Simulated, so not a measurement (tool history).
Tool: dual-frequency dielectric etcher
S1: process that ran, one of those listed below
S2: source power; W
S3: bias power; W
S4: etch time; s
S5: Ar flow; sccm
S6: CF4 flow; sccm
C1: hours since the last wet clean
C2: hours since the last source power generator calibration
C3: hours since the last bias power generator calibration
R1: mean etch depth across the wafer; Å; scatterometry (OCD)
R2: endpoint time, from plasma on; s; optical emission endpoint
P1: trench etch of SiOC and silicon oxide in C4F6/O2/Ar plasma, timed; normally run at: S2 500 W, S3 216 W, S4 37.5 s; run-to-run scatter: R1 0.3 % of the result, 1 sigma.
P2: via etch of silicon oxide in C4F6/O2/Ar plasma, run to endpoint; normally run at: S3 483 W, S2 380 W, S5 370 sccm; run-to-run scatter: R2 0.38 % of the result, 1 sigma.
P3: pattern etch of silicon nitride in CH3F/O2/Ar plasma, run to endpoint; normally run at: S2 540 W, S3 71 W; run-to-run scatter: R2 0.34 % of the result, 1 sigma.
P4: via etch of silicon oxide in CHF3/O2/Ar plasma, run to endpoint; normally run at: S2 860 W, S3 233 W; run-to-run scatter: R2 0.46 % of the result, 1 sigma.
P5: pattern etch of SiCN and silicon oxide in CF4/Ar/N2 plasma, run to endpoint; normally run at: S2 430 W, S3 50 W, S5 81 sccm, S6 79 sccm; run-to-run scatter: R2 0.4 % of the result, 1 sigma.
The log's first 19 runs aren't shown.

run	hour	S1	S2	S3	S4	S5	S6	C1	C2	C3	R1	R2
20	224.2	P1	500	216	37.5			93.3	165.2	1732.4	862.76	
21	230.1	P3	360	71				99.2	171.1	1738.3		26.683
22	236.1	P5	430	50		51	79	105.2	177.1	1744.3		16.668
23	249.4	P4	640	233				118.5	190.4	1757.6		309.510
24	258.7	P2	280	483		370		127.8	199.7	1766.9		25.229
25	264.9	P2	380	483		370		134.0	205.9	1773.1		22.385
26	271.8	P1	500	216	37.5			140.9	212.8	1780.0	866.43	
27	281.1	P4	860	191				150.2	222.1	1789.3		301.310
28	291.1	P1	630	294	37.5			160.2	232.1	1799.3	1047.40	
29	299.1	P1	600	297	37.5			168.2	240.1	1807.3	1035.80	
30	311.9	P4	860	233				181.0	252.9	1820.1		281.340
31	321.6	P1	500	133	37.5			190.7	262.6	1829.8	748.54	
32	331.8	P1	500	216	37.5			200.9	272.8	1840.0	868.35	
33	340.2	P1	500	216	37.5			209.3	281.2	1848.4	863.32	
34	346.8	P1	500	216	37.5			215.9	287.8	1855.0	858.17	
35	359.2	P1	500	216	37.5			228.3	300.2	1867.4	857.34	

Forecast run 36:
36	370.2	P1	500	216	37.5			239.3	311.2	1878.4	?	

{"run 36": {"R1": 852.45}}
